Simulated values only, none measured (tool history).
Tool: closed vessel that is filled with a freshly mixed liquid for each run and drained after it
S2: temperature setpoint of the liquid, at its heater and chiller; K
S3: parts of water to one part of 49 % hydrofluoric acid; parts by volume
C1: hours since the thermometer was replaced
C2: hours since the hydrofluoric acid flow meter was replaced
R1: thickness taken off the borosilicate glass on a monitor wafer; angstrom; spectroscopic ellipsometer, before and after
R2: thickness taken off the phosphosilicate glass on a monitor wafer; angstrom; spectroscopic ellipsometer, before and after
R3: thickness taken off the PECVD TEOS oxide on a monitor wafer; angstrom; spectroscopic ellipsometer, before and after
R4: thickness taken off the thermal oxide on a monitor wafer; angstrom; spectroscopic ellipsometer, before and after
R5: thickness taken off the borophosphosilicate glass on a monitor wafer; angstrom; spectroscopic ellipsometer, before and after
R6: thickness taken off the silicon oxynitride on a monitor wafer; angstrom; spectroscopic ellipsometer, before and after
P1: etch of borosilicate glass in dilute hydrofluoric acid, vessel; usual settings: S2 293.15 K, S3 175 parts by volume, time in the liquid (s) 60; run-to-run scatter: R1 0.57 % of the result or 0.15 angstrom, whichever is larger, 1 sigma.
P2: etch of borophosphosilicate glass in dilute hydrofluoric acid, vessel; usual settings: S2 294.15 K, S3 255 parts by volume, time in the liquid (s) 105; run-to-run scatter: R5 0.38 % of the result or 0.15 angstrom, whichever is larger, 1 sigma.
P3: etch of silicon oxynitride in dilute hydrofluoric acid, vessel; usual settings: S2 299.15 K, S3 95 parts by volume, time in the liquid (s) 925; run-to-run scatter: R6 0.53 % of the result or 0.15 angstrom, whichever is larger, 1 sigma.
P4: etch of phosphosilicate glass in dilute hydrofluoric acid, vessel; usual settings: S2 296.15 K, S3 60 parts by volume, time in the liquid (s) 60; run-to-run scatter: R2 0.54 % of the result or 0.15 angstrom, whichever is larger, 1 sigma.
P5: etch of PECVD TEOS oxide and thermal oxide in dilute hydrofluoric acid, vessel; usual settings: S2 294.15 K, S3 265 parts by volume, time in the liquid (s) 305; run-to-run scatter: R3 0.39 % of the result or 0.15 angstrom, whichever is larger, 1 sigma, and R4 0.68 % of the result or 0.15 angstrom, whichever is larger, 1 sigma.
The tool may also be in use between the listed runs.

Run 1, hour 5.0: process that ran P1, S2 293.15 K, S3 175 parts by volume, time in the liquid (s) 60; C1 361.6; C2 712.9. Result: R1 60.970 angstrom.
Run 2, hour 11.1: process that ran P4, S2 303.15 K, S3 60 parts by volume, time in the liquid (s) 60; C1 367.7; C2 719.0. Result: R2 1137.50 angstrom.
Run 3, hour 17.0: process that ran P1, S2 293.15 K, S3 175 parts by volume, time in the liquid (s) 60; C1 373.6; C2 724.9. Result: R1 60.834 angstrom.
Run 4, hour 24.0: process that ran P4, S2 296.15 K, S3 105 parts by volume, time in the liquid (s) 60; C1 380.6; C2 731.9. Result: R2 468.60 angstrom.
Run 5, hour 30.0: process that ran P5, S2 294.15 K, S3 115 parts by volume, time in the liquid (s) 305; C1 386.6; C2 737.9. Result: R3 455.58 angstrom, R4 108.210 angstrom.
Run 6, hour 37.1: process that ran P1, S2 293.15 K, S3 175 parts by volume, time in the liquid (s) 95; C1 393.7; C2 745.0. Result: R1 97.168 angstrom.
Run 7, hour 42.0: process that ran P1, S2 293.15 K, S3 60 parts by volume, time in the liquid (s) 30; C1 398.6; C2 749.9. Result: R1 99.850 angstrom.
Run 8, hour 46.3: process that ran P1, S2 293.15 K, S3 175 parts by volume, time in the liquid (s) 60; C1 402.9; C2 754.2. Result: R1 59.829 angstrom.
Run 9, hour 51.7: process that ran P1, S2 293.15 K, S3 175 parts by volume, time in the liquid (s) 60; C1 408.3; C2 759.6. Result: R1 60.557 angstrom.
Run 10, hour 56.0: process that ran P2, S2 300.65 K, S3 255 parts by volume, time in the liquid (s) 105; C1 412.6; C2 763.9. Result: R5 326.56 angstrom.
Run 11, hour 60.2: process that ran P3, S2 304.15 K, S3 95 parts by volume, time in the liquid (s) 925; C1 416.8; C2 768.1. Result: R6 344.26 angstrom.
Run 12, hour 65.5: process that ran P1, S2 293.15 K, S3 315 parts by volume, time in the liquid (s) 60; C1 422.1; C2 773.4. Result: R1 29.554 angstrom.
Run 13, hour 72.5: process that ran P2, S2 294.15 K, S3 255 parts by volume, time in the liquid (s) 105; C1 429.1; C2 780.4. Result: R5 260.22 angstrom.
Run 14, hour 77.6: process that ran P1, S2 290.15 K, S3 175 parts by volume, time in the liquid (s) 90; C1 434.2; C2 785.5. Result: R1 81.535 angstrom.
Run 15, hour 81.4: process that ran P1, S2 293.15 K, S3 35 parts by volume, time in the liquid (s) 60; C1 438.0; C2 789.3. Result: R1 355.960 angstrom.
Run 16, hour 87.6: process that ran P1, S2 290.15 K, S3 175 parts by volume, time in the liquid (s) 60; C1 444.2; C2 795.5. Result: R1 54.184 angstrom.
Run 17, hour 91.9: process that ran P5, S2 290.15 K, S3 265 parts by volume, time in the liquid (s) 305; C1 448.5; C2 799.8. Result: R3 145.51 angstrom, R4 34.834 angstrom.
Run 18, hour 97.5: process that ran P3, S2 299.15 K, S3 25 parts by volume, time in the liquid (s) 925; C1 454.1; C2 805.4. Result: R6 1103.60 angstrom.
Run 19, hour 104.6: process that ran P2, S2 294.15 K, S3 255 parts by volume, time in the liquid (s) 180; C1 461.2; C2 812.5. Result: R5 444.42 angstrom.
Run 20, hour 110.2: process that ran P2, S2 294.15 K, S3 255 parts by volume, time in the liquid (s) 105; C1 466.8; C2 818.1. Result: R5 260.19 angstrom.
Run 21, hour 114.0: process that ran P4, S2 296.15 K, S3 60 parts by volume, time in the liquid (s) 30; C1 470.6; C2 821.9. Result: R2 428.70 angstrom.
Run 22, hour 119.4: process that ran P5, S2 294.15 K, S3 265 parts by volume, time in the liquid (s) 305; C1 476.0; C2 827.3. Result: R3 169.70 angstrom, R4 40.797 angstrom.
Run 23, hour 123.2: process that ran P1, S2 293.15 K, S3 175 parts by volume, time in the liquid (s) 30; C1 479.8; C2 831.1. Result: R1 30.779 angstrom.
Run 24, hour 129.8: process that ran P1, S2 293.15 K, S3 175 parts by volume, time in the liquid (s) 60; C1 486.4; C2 837.7. Result: R1 61.177 angstrom.
Run 25, hour 135.2: process that ran P3, S2 299.15 K, S3 95 parts by volume, time in the liquid (s) 925; C1 491.8; C2 843.1. Result: R6 270.84 angstrom.
Run 26, hour 138.9: process that ran P4, S2 296.15 K, S3 60 parts by volume, time in the liquid (s) 60; C1 495.5; C2 846.8. Result: R2 854.89 angstrom.
Run 27, hour 145.5: process that ran P1, S2 293.15 K, S3 175 parts by volume, time in the liquid (s) 60; C1 502.1; C2 853.4. Result: R1 60.230 angstrom.
Run 28, hour 149.5: process that ran P1, S2 300.65 K, S3 175 parts by volume, time in the liquid (s) 60; C1 506.1; C2 857.4. Result: R1 80.808 angstrom.
Run 29, hour 156.8: process that ran P3, S2 299.15 K, S3 95 parts by volume, time in the liquid (s) 1340; C1 513.4; C2 864.7. Result: R6 396.82 angstrom.
Run 30, hour 162.1: process that ran P2, S2 294.15 K, S3 90 parts by volume, time in the liquid (s) 105; C1 518.7; C2 870.0. Result: R5 879.12 angstrom.
Run 31, hour 165.5: process that ran P5, S2 294.15 K, S3 265 parts by volume, time in the liquid (s) 535; C1 522.1; C2 873.4. Result: R3 295.46 angstrom, R4 70.827 angstrom.
Run 32, hour 168.9: process that ran P1, S2 293.15 K, S3 175 parts by volume, time in the liquid (s) 60; C1 525.5; C2 876.8. Result: R1 60.694 angstrom.
Run 33, hour 175.1: process that ran P1, S2 293.15 K, S3 175 parts by volume, time in the liquid (s) 60; C1 531.7; C2 883.0. Result: R1 63.526 angstrom.
Run 34, hour 181.7: process that ran P1, S2 293.15 K, S3 175 parts by volume, time in the liquid (s) 60; C1 538.3; C2 889.6. Result: R1 65.022 angstrom.
Run 35, hour 185.2: process that ran P1, S2 293.15 K, S3 175 parts by volume, time in the liquid (s) 60; C1 541.8; C2 893.1. Result: R1 65.465 angstrom.
Run 36, hour 191.4: process that ran P1, S2 293.15 K, S3 175 parts by volume, time in the liquid (s) 60; C1 548.0; C2 899.3. Result: R1 65.745 angstrom.
Run 37, hour 197.9: process that ran P1, S2 293.15 K, S3 175 parts by volume, time in the liquid (s) 60; C1 554.5; C2 905.8. Result: R1 66.342 angstrom.
Run 38, hour 201.2: process that ran P1, S2 293.15 K, S3 175 parts by volume, time in the liquid (s) 60; C1 557.8; C2 909.1. Result: R1 66.375 angstrom.

What P1 gives has crept away from where it was. These 2 causes fit the log equally well, each at the size given:
A: hydrofluoric acid flow above the setpoint (%) = 7.77
B: liquid hotter than its thermometer reads (K) = 2.27
The creep began at about hour 168.9.

4 check runs are offered, each on 2 wafers whose results are averaged, their results left as question marks. Which one tells the causes apart?
Run check 1, hour 204.5: process that ran P4, S2 296.15 K, S3 95 parts by volume, time in the liquid (s) 60. Result: R2 ?.
Run check 2, hour 204.5: process that ran P2, S2 299.65 K, S3 100 parts by volume, time in the liquid (s) 105. Result: R5 ?.
Run check 3, hour 204.5: process that ran P3, S2 302.15 K, S3 30 parts by volume, time in the liquid (s) 925. Result: R6 ?.
Run check 4, hour 204.5: process that ran P5, S2 290.15 K, S3 265 parts by volume, time in the liquid (s) 305. Result: R3 ?, R4 ?.

What each check would give under each cause:
  check  result     if A     if B
check 1      R2   563.64   567.60
check 2      R5  1055.00  1057.90
check 3      R6  1138.80  1174.60
check 4      R3   159.87   159.06
check 4      R4   38.451   38.257
How far apart the two closest causes lie, in the result that separates them most: check 1 0.7 %; check 2 0.27 %; check 3 3.09 %; check 4 0.51 %
Only check 3 tells the causes apart: in the others they would give nearly the same result.

Then check 3 was run and gave: R6 1143.20 angstrom. Which cause is it?

It is A: hydrofluoric acid flow above the setpoint (%).

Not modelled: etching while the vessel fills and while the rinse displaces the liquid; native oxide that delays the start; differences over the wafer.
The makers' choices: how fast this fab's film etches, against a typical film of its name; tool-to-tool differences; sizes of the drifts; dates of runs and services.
